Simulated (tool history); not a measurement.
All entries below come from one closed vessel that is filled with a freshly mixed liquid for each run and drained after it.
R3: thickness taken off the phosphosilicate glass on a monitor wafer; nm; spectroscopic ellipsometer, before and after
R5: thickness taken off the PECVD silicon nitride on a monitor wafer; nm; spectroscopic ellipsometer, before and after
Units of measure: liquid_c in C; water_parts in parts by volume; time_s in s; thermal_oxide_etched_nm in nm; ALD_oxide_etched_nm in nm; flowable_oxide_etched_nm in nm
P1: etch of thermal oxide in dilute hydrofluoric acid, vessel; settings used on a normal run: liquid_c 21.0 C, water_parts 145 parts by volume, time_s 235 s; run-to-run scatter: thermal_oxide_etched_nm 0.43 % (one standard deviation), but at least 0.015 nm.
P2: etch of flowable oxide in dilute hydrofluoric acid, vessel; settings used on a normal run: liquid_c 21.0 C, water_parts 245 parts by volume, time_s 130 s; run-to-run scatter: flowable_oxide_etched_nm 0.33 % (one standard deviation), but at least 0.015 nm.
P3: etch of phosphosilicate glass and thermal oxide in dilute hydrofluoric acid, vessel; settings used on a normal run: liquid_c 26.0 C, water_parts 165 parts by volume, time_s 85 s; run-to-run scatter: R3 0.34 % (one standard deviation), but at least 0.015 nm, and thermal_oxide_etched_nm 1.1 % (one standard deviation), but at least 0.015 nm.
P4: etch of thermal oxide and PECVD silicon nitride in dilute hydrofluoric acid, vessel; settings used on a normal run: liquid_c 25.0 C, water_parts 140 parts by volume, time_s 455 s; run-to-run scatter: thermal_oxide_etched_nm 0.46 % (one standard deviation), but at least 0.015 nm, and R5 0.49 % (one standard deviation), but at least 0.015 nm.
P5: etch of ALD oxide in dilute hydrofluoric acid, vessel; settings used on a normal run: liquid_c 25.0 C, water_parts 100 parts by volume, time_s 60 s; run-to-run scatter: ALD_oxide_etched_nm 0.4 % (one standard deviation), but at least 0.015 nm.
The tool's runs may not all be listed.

Run 1, day 0.708: process P1, liquid_c 21.0 C, water_parts 145 parts by volume, time_s 235 s. Result: thermal_oxide_etched_nm 6.09940 nm.
Run 2, day 1.112: process P5, liquid_c 19.5 C, water_parts 100 parts by volume, time_s 60 s. Result: ALD_oxide_etched_nm 8.4143 nm.
Run 3, day 1.567: process P1, liquid_c 21.0 C, water_parts 145 parts by volume, time_s 235 s. Result: thermal_oxide_etched_nm 6.13600 nm.
Run 4, day 2.279: process P1, liquid_c 21.0 C, water_parts 45 parts by volume, time_s 235 s. Result: thermal_oxide_etched_nm 22.01300 nm.
Run 5, day 2.612: process P3, liquid_c 26.0 C, water_parts 90 parts by volume, time_s 85 s. Result: thermal_oxide_etched_nm 4.68030 nm, R3 96.101 nm.
Run 6, day 3.217: process P2, liquid_c 21.0 C, water_parts 125 parts by volume, time_s 130 s. Result: flowable_oxide_etched_nm 21.6470 nm.
Run 7, day 3.762: process P3, liquid_c 26.0 C, water_parts 165 parts by volume, time_s 130 s. Result: thermal_oxide_etched_nm 3.56220 nm, R3 73.223 nm.
Run 8, day 4.258: process P3, liquid_c 20.5 C, water_parts 165 parts by volume, time_s 85 s. Result: thermal_oxide_etched_nm 1.85280 nm, R3 38.294 nm.
Run 9, day 4.742: process P2, liquid_c 21.0 C, water_parts 245 parts by volume, time_s 130 s. Result: flowable_oxide_etched_nm 9.7915 nm.
Run 10, day 5.242: process P3, liquid_c 26.0 C, water_parts 165 parts by volume, time_s 85 s. Result: thermal_oxide_etched_nm 2.31620 nm, R3 47.701 nm.
Run 11, day 5.746: process P3, liquid_c 26.0 C, water_parts 165 parts by volume, time_s 85 s. Result: thermal_oxide_etched_nm 2.33560 nm, R3 47.688 nm.
Run 12, day 6.312: process P1, liquid_c 21.0 C, water_parts 145 parts by volume, time_s 235 s. Result: thermal_oxide_etched_nm 6.11020 nm.
Run 13, day 6.842: process P1, liquid_c 28.0 C, water_parts 145 parts by volume, time_s 235 s. Result: thermal_oxide_etched_nm 7.89780 nm.
Run 14, day 7.483: process P4, liquid_c 25.0 C, water_parts 140 parts by volume, time_s 455 s. Result: thermal_oxide_etched_nm 16.07000 nm, R5 20.2830 nm.
Run 15, day 7.954: process P1, liquid_c 21.0 C, water_parts 200 parts by volume, time_s 235 s. Result: thermal_oxide_etched_nm 4.19730 nm.
Run 16, day 8.442: process P1, liquid_c 21.0 C, water_parts 145 parts by volume, time_s 235 s. Result: thermal_oxide_etched_nm 6.09940 nm.
Run 17, day 8.962: process P4, liquid_c 25.0 C, water_parts 140 parts by volume, time_s 100 s. Result: thermal_oxide_etched_nm 3.52370 nm, R5 4.4125 nm.
Run 18, day 9.538: process P1, liquid_c 17.0 C, water_parts 145 parts by volume, time_s 235 s. Result: thermal_oxide_etched_nm 5.22400 nm.
Run 19, day 10.275: process P2, liquid_c 21.0 C, water_parts 245 parts by volume, time_s 130 s. Result: flowable_oxide_etched_nm 9.7867 nm.
Run 20, day 10.892: process P1, liquid_c 21.0 C, water_parts 145 parts by volume, time_s 35 s. Result: thermal_oxide_etched_nm 0.91392 nm.
Run 21, day 11.312: process P5, liquid_c 25.0 C, water_parts 20 parts by volume, time_s 60 s. Result: ALD_oxide_etched_nm 58.5510 nm.
Run 22, day 11.912: process P5, liquid_c 25.0 C, water_parts 100 parts by volume, time_s 30 s. Result: ALD_oxide_etched_nm 5.2389 nm.
Run 23, day 12.283: process P4, liquid_c 20.5 C, water_parts 140 parts by volume, time_s 455 s. Result: thermal_oxide_etched_nm 13.38200 nm, R5 15.0240 nm.
Run 24, day 13.025: process P1, liquid_c 17.5 C, water_parts 50 parts by volume, time_s 235 s. Result: thermal_oxide_etched_nm 17.12400 nm.
Run 25, day 13.583: process P4, liquid_c 25.0 C, water_parts 190 parts by volume, time_s 455 s. Result: thermal_oxide_etched_nm 11.14200 nm, R5 14.8560 nm.
Run 26, day 14.171: process P2, liquid_c 21.0 C, water_parts 245 parts by volume, time_s 50 s. Result: flowable_oxide_etched_nm 3.7731 nm.
Run 27, day 14.838: process P1, liquid_c 21.0 C, water_parts 145 parts by volume, time_s 235 s. Result: thermal_oxide_etched_nm 6.11490 nm.
Run 28, day 15.392: process P5, liquid_c 25.0 C, water_parts 100 parts by volume, time_s 60 s. Result: ALD_oxide_etched_nm 10.4330 nm.
Run 29, day 16.092: process P1, liquid_c 21.0 C, water_parts 145 parts by volume, time_s 385 s. Result: thermal_oxide_etched_nm 9.99030 nm.
Run 30, day 16.542: process P2, liquid_c 28.0 C, water_parts 245 parts by volume, time_s 130 s. Result: flowable_oxide_etched_nm 12.5530 nm.
Run 31, day 17.242: process P1, liquid_c 21.0 C, water_parts 145 parts by volume, time_s 235 s. Result: thermal_oxide_etched_nm 6.15800 nm.
Run 32, day 17.862: process P1, liquid_c 21.0 C, water_parts 145 parts by volume, time_s 235 s. Result: thermal_oxide_etched_nm 5.96060 nm.
Run 33, day 18.342: process P1, liquid_c 21.0 C, water_parts 145 parts by volume, time_s 235 s. Result: thermal_oxide_etched_nm 5.89960 nm.
Run 34, day 19.042: process P1, liquid_c 21.0 C, water_parts 145 parts by volume, time_s 235 s. Result: thermal_oxide_etched_nm 5.81570 nm.
Run 35, day 19.371: process P1, liquid_c 21.0 C, water_parts 145 parts by volume, time_s 235 s. Result: thermal_oxide_etched_nm 5.82910 nm.
Run 36, day 20.104: process P1, liquid_c 21.0 C, water_parts 145 parts by volume, time_s 235 s. Result: thermal_oxide_etched_nm 5.80060 nm.
Run 37, day 20.683: process P1, liquid_c 21.0 C, water_parts 145 parts by volume, time_s 235 s. Result: thermal_oxide_etched_nm 5.77030 nm.
Run 38, day 21.050: process P1, liquid_c 21.0 C, water_parts 145 parts by volume, time_s 235 s. Result: thermal_oxide_etched_nm 5.79020 nm.
Run 39, day 21.683: process P1, liquid_c 21.0 C, water_parts 145 parts by volume, time_s 235 s. Result: thermal_oxide_etched_nm 5.75550 nm.

P1 no longer gives what it gave before; its output has crept away from where it was. The following 2 causes, each at its listed size, fit the log equally well:
A: liquid colder than its thermometer reads (K) = 1.46
B: hydrofluoric acid flow below the setpoint (%) = 4.87
At approximately day 17.242, the process output began to creep.

Question marks stand in for the results of the 4 check runs listed below, each run on one wafer. Under which run would the listed causes show clearly different results?
Run check 1, day 22.317: process P4, liquid_c 25.0 C, water_parts 140 parts by volume, time_s 455 s. Result: thermal_oxide_etched_nm ?, R5 ?.
Run check 2, day 22.317: process P5, liquid_c 25.0 C, water_parts 100 parts by volume, time_s 60 s. Result: ALD_oxide_etched_nm ?.
Run check 3, day 22.317: process P3, liquid_c 26.0 C, water_parts 165 parts by volume, time_s 85 s. Result: thermal_oxide_etched_nm ?, R3 ?.
Run check 4, day 22.317: process P2, liquid_c 21.0 C, water_parts 245 parts by volume, time_s 130 s. Result: flowable_oxide_etched_nm ?.

If the cause were each of the candidates in turn, the checks would give the following:
  check                    result      if A      if B
check 1   thermal_oxide_etched_nm  15.13900  15.10400
check 1                        R5   18.3470   19.1870
check 2       ALD_oxide_etched_nm    9.8899    9.9033
check 3   thermal_oxide_etched_nm   2.18140   2.16990
check 3                        R3    45.124    44.886
check 4  flowable_oxide_etched_nm    9.2408    9.1754
Minimum pairwise separation of causes per check, each pair taken at its best-separating result: check 1 4.48 %; check 2 0.14 %; check 3 0.53 %; check 4 0.71 %
The causes can be told apart only by check 1. The other checks would give nearly the same results under each of them.

With check 1 done, the readings were: thermal_oxide_etched_nm 15.11600 nm; R5 18.2880 nm. Identify which of the listed causes applies.

The correct cause is A, namely: liquid colder than its thermometer reads (K).
